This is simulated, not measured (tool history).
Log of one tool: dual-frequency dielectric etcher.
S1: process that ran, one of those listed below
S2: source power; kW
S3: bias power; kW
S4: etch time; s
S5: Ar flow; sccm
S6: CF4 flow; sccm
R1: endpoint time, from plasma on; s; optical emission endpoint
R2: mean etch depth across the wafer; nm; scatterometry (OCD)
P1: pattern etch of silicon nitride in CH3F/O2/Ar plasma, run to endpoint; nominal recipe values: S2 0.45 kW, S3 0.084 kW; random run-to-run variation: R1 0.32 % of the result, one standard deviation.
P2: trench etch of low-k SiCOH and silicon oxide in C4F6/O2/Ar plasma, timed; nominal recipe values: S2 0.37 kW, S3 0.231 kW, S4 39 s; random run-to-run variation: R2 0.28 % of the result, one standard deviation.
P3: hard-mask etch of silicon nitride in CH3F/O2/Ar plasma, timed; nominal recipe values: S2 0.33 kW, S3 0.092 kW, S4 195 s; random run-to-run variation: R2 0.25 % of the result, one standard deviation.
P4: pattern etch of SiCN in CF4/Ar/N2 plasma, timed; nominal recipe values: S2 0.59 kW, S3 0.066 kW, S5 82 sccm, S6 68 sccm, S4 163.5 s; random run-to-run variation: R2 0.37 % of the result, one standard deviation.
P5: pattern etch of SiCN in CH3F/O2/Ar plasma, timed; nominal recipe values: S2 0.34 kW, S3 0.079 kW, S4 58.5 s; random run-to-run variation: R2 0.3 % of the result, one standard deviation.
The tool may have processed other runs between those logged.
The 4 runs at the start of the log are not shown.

run   hour  S1    S2     S3     S4   S5  S6      R1      R2
  5   40.5  P3  0.25  0.092    195                   127.31
  6   48.7  P4  0.59  0.066  163.5   82  68          177.56
  7   55.2  P5  0.34  0.079   58.5                   20.223
  8   65.3  P2  0.37  0.231     48                   157.79
  9   71.6  P1  0.34   0.07                   48.18
 10   81.6  P2  0.37   0.18     39                   117.74
 11   92.3  P1  0.45  0.084                  40.642
 12  102.1  P3  0.33  0.092  107.5                   77.798
 13  107.9  P1  0.45  0.084                  40.834
 14  120.1  P1  0.32  0.084                  46.496
 15  130.1  P4  0.59  0.066  163.5   82  46          166.47
 16  135.7  P1  0.45  0.084                   40.92
 17  143.8  P4  0.46  0.066  163.5   82  68          142.94
       151  -- wet clean of the chamber
 18    155  P2  0.37  0.231     39                    127.8
 19  163.6  P5  0.34  0.062   58.5                   18.416
 20  172.7  P3  0.33  0.058    195                   120.05
 21  183.1  P1  0.58  0.065                  40.257
 22  188.5  P5  0.34  0.079   58.5                   20.268
 23  195.8  P4  0.59  0.066    227   82  68          247.76
 24  203.7  P4  0.59  0.066  163.5  110  68          169.56
 25  210.3  P1  0.45  0.084                  40.924
 26  215.8  P5  0.43  0.079   58.5                   21.907
 27    225  P1  0.56  0.084                  37.636

Expected results for the next run?
 28  232.2  P1  0.45  0.084               ?

Run 28 produced R1 40.868 s.

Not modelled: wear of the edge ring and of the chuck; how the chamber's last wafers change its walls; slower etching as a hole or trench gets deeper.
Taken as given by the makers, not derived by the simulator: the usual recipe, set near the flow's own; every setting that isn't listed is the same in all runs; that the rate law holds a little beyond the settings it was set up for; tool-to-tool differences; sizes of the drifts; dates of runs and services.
